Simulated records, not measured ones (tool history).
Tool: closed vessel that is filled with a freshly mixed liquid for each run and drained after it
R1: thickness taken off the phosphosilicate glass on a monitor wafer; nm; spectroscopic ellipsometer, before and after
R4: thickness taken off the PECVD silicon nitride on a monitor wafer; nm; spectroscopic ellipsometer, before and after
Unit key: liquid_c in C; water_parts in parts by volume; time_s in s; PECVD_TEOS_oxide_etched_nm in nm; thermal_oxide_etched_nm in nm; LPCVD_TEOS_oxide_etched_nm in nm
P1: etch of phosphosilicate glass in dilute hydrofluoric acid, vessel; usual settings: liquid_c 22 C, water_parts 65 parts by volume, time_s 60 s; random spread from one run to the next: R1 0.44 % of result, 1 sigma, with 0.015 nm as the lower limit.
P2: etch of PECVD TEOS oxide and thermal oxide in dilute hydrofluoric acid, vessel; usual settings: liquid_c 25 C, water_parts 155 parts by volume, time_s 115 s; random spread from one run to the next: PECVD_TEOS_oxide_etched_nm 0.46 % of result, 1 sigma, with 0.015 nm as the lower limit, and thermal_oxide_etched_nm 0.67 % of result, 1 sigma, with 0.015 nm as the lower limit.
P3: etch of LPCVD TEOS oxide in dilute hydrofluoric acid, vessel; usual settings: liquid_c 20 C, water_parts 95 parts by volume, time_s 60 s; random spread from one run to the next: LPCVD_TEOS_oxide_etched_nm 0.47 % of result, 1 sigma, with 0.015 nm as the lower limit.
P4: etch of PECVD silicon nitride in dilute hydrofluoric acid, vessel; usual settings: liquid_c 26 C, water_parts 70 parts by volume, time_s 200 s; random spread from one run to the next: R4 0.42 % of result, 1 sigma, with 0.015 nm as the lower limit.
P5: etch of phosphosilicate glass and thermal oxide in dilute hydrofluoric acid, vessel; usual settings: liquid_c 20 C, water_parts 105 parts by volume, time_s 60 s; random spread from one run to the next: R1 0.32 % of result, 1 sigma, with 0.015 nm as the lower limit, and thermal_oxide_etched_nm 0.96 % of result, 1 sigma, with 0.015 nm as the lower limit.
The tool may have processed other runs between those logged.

{"run": 1, "hour": 6.4, "process": "P1", "liquid_c": 22, "water_parts": 65, "time_s": 60, "R1": 119.42}
{"run": 2, "hour": 13.3, "process": "P2", "liquid_c": 25, "water_parts": 155, "time_s": 115, "PECVD_TEOS_oxide_etched_nm": 7.6561, "thermal_oxide_etched_nm": 3.2837}
{"run": 3, "hour": 18.3, "process": "P1", "liquid_c": 17, "water_parts": 65, "time_s": 60, "R1": 95.998}
{"run": 4, "hour": 25.7, "process": "P5", "liquid_c": 20, "water_parts": 105, "time_s": 30, "R1": 34.279, "thermal_oxide_etched_nm": 1.077}
{"run": 5, "hour": 31.8, "process": "P4", "liquid_c": 26, "water_parts": 70, "time_s": 200, "R4": 5.6704}
{"run": 6, "hour": 38.8, "process": "P4", "liquid_c": 26, "water_parts": 70, "time_s": 90, "R4": 2.5284}
{"run": 7, "hour": 46.5, "process": "P3", "liquid_c": 25, "water_parts": 95, "time_s": 60, "LPCVD_TEOS_oxide_etched_nm": 34.506}
{"run": 8, "hour": 53.7, "process": "P2", "liquid_c": 25, "water_parts": 155, "time_s": 115, "PECVD_TEOS_oxide_etched_nm": 7.6275, "thermal_oxide_etched_nm": 3.2632}
{"run": 9, "hour": 57.1, "process": "P2", "liquid_c": 25, "water_parts": 30, "time_s": 115, "PECVD_TEOS_oxide_etched_nm": 46.315, "thermal_oxide_etched_nm": 20.437}
{"run": 10, "hour": 60.6, "process": "P1", "liquid_c": 22, "water_parts": 65, "time_s": 60, "R1": 119.59}
{"run": 11, "hour": 65.2, "process": "P3", "liquid_c": 20, "water_parts": 135, "time_s": 60, "LPCVD_TEOS_oxide_etched_nm": 19.049}
{"run": 12, "hour": 72.8, "process": "P3", "liquid_c": 20, "water_parts": 95, "time_s": 30, "LPCVD_TEOS_oxide_etched_nm": 14.076}
{"run": 13, "hour": 79.7, "process": "P1", "liquid_c": 22, "water_parts": 100, "time_s": 95, "R1": 118.05}
{"run": 14, "hour": 83.8, "process": "P5", "liquid_c": 20, "water_parts": 105, "time_s": 60, "R1": 69.114, "thermal_oxide_etched_nm": 2.2222}
{"run": 15, "hour": 87.8, "process": "P1", "liquid_c": 28, "water_parts": 65, "time_s": 60, "R1": 152.47}
{"run": 16, "hour": 92.1, "process": "P5", "liquid_c": 20, "water_parts": 105, "time_s": 60, "R1": 68.634, "thermal_oxide_etched_nm": 2.2437}
{"run": 17, "hour": 96.4, "process": "P2", "liquid_c": 25, "water_parts": 155, "time_s": 30, "PECVD_TEOS_oxide_etched_nm": 1.9961, "thermal_oxide_etched_nm": 0.86046}
{"run": 18, "hour": 100.0, "process": "P5", "liquid_c": 17, "water_parts": 105, "time_s": 60, "R1": 60.659, "thermal_oxide_etched_nm": 1.9401}
{"run": 19, "hour": 105.8, "process": "P1", "liquid_c": 22, "water_parts": 65, "time_s": 60, "R1": 118.92}
{"run": 20, "hour": 113.5, "process": "P2", "liquid_c": 17.5, "water_parts": 155, "time_s": 115, "PECVD_TEOS_oxide_etched_nm": 5.6332, "thermal_oxide_etched_nm": 2.4256}
{"run": 21, "hour": 117.6, "process": "P5", "liquid_c": 20, "water_parts": 40, "time_s": 60, "R1": 196.18, "thermal_oxide_etched_nm": 6.3258}
{"run": 22, "hour": 124.6, "process": "P1", "liquid_c": 22, "water_parts": 65, "time_s": 60, "R1": 119.4}
{"run": 23, "hour": 130.9, "process": "P3", "liquid_c": 20, "water_parts": 95, "time_s": 60, "LPCVD_TEOS_oxide_etched_nm": 28.221}
{"run": 24, "hour": 135.3, "process": "P1", "liquid_c": 22, "water_parts": 110, "time_s": 60, "R1": 67.038}
{"run": 25, "hour": 141.7, "process": "P4", "liquid_c": 26, "water_parts": 35, "time_s": 200, "R4": 11.069}
{"run": 26, "hour": 149.4, "process": "P1", "liquid_c": 22, "water_parts": 65, "time_s": 30, "R1": 60.131}
{"run": 27, "hour": 153.6, "process": "P1", "liquid_c": 22, "water_parts": 40, "time_s": 60, "R1": 199.93}
{"run": 28, "hour": 160.5, "process": "P1", "liquid_c": 22, "water_parts": 65, "time_s": 100, "R1": 200.54}
{"run": 29, "hour": 166.7, "process": "P4", "liquid_c": 33, "water_parts": 70, "time_s": 200, "R4": 8.7884}
{"run": 30, "hour": 171.7, "process": "P4", "liquid_c": 26, "water_parts": 70, "time_s": 200, "R4": 5.5736}
{"run": 31, "hour": 179.2, "process": "P3", "liquid_c": 20, "water_parts": 95, "time_s": 60, "LPCVD_TEOS_oxide_etched_nm": 28.178}
{"run": 32, "hour": 182.8, "process": "P1", "liquid_c": 22, "water_parts": 65, "time_s": 60, "R1": 118.88}
{"run": 33, "hour": 188.3, "process": "P1", "liquid_c": 22, "water_parts": 65, "time_s": 60, "R1": 115.97}
{"run": 34, "hour": 192.2, "process": "P1", "liquid_c": 22, "water_parts": 65, "time_s": 60, "R1": 113.75}
{"run": 35, "hour": 196.8, "process": "P1", "liquid_c": 22, "water_parts": 65, "time_s": 60, "R1": 112.24}
{"run": 36, "hour": 202.1, "process": "P1", "liquid_c": 22, "water_parts": 65, "time_s": 60, "R1": 112.12}
{"run": 37, "hour": 207.9, "process": "P1", "liquid_c": 22, "water_parts": 65, "time_s": 60, "R1": 110.13}
{"run": 38, "hour": 213.5, "process": "P1", "liquid_c": 22, "water_parts": 65, "time_s": 60, "R1": 111.27}
{"run": 39, "hour": 219.2, "process": "P1", "liquid_c": 22, "water_parts": 65, "time_s": 60, "R1": 109.72}
{"run": 40, "hour": 225.7, "process": "P1", "liquid_c": 22, "water_parts": 65, "time_s": 60, "R1": 109.01}

The log shows P1 creeping away from where it was. Any of the 2 causes listed here, at the size stated for it, fits the log just as well as the others:
A: liquid colder than its thermometer reads (K) = 1.97
B: hydrofluoric acid flow below the setpoint (%) = 7.27
At approximately hour 182.8, the process output began to creep.

Which of the 4 check runs listed below separates the causes, so that each cause would produce a clearly different result? Each run uses one wafer, and its results are marked with question marks.
{"run": "check 1", "hour": 232.2, "process": "P5", "liquid_c": 17, "water_parts": 105, "time_s": 30, "R1": "?", "thermal_oxide_etched_nm": "?"}
{"run": "check 2", "hour": 232.2, "process": "P4", "liquid_c": 26, "water_parts": 70, "time_s": 90, "R4": "?"}
{"run": "check 3", "hour": 232.2, "process": "P2", "liquid_c": 18.5, "water_parts": 100, "time_s": 115, "PECVD_TEOS_oxide_etched_nm": "?", "thermal_oxide_etched_nm": "?"}
{"run": "check 4", "hour": 232.2, "process": "P3", "liquid_c": 20, "water_parts": 135, "time_s": 60, "LPCVD_TEOS_oxide_etched_nm": "?"}

Predicted outcomes, by check and by cause:
check=check_1 result=R1 if_A=28.022 if_B=28.014
check=check_1 result=thermal_oxide_etched_nm if_A=0.89526 if_B=0.89499
check=check_2 result=R4 if_A=2.2214 if_B=2.3491
check=check_3 result=PECVD_TEOS_oxide_etched_nm if_A=8.9441 if_B=8.9338
check=check_3 result=thermal_oxide_etched_nm if_A=3.8764 if_B=3.872
check=check_4 result=LPCVD_TEOS_oxide_etched_nm if_A=17.515 if_B=17.398
Per-check spread between the two closest causes, in the result where they differ most: check 1 0.03 %; check 2 5.59 %; check 3 0.11 %; check 4 0.67 %
The causes can be told apart only by check 2. The other checks would give nearly the same results under each of them.

Check 2 was carried out, with these results: R4 2.2308 nm. Which of the listed causes is responsible?

The correct cause is A, namely: liquid colder than its thermometer reads (K).
